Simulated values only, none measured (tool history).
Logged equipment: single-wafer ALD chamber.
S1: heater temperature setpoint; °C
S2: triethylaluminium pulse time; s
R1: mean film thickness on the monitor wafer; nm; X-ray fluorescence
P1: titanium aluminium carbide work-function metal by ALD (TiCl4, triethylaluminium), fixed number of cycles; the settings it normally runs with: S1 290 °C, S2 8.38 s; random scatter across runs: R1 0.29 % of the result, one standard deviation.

{"run": 1, "day": 0.362, "S1": 290, "S2": 8.38, "R1": 1.8565}
{"run": 2, "day": 0.688, "S1": 273, "S2": 10.68, "R1": 1.7685}
{"run": 3, "day": 1.033, "S1": 290, "S2": 8.38, "R1": 1.8446}
{"run": 4, "day": 1.342, "S1": 271, "S2": 8.38, "R1": 1.7018}
{"run": 5, "day": 1.538, "S1": 290, "S2": 8.38, "R1": 1.8562}
{"day": 1.825, "done": "triethylaluminium bottle replaced"}
{"run": 6, "day": 1.9, "S1": 290, "S2": 8.38, "R1": 1.8509}
{"run": 7, "day": 2.096, "S1": 306, "S2": 12.42, "R1": 2.0693}
{"run": 8, "day": 2.308, "S1": 272, "S2": 12.18, "R1": 1.7736}
{"run": 9, "day": 2.683, "S1": 290, "S2": 3.22, "R1": 1.3095}
{"run": 10, "day": 2.912, "S1": 290, "S2": 12.6, "R1": 1.9339}
{"run": 11, "day": 3.2, "S1": 312, "S2": 8.38, "R1": 2.041}
{"run": 12, "day": 3.596, "S1": 290, "S2": 8.38, "R1": 1.846}
{"run": 13, "day": 3.879, "S1": 290, "S2": 8.38, "R1": 1.8429}

Run 14 has not been measured yet. What should we expect?
{"run": 14, "day": 4.075, "S1": 290, "S2": 8.38, "R1": "?"}

{"run 14": {"R1": 1.8369}}
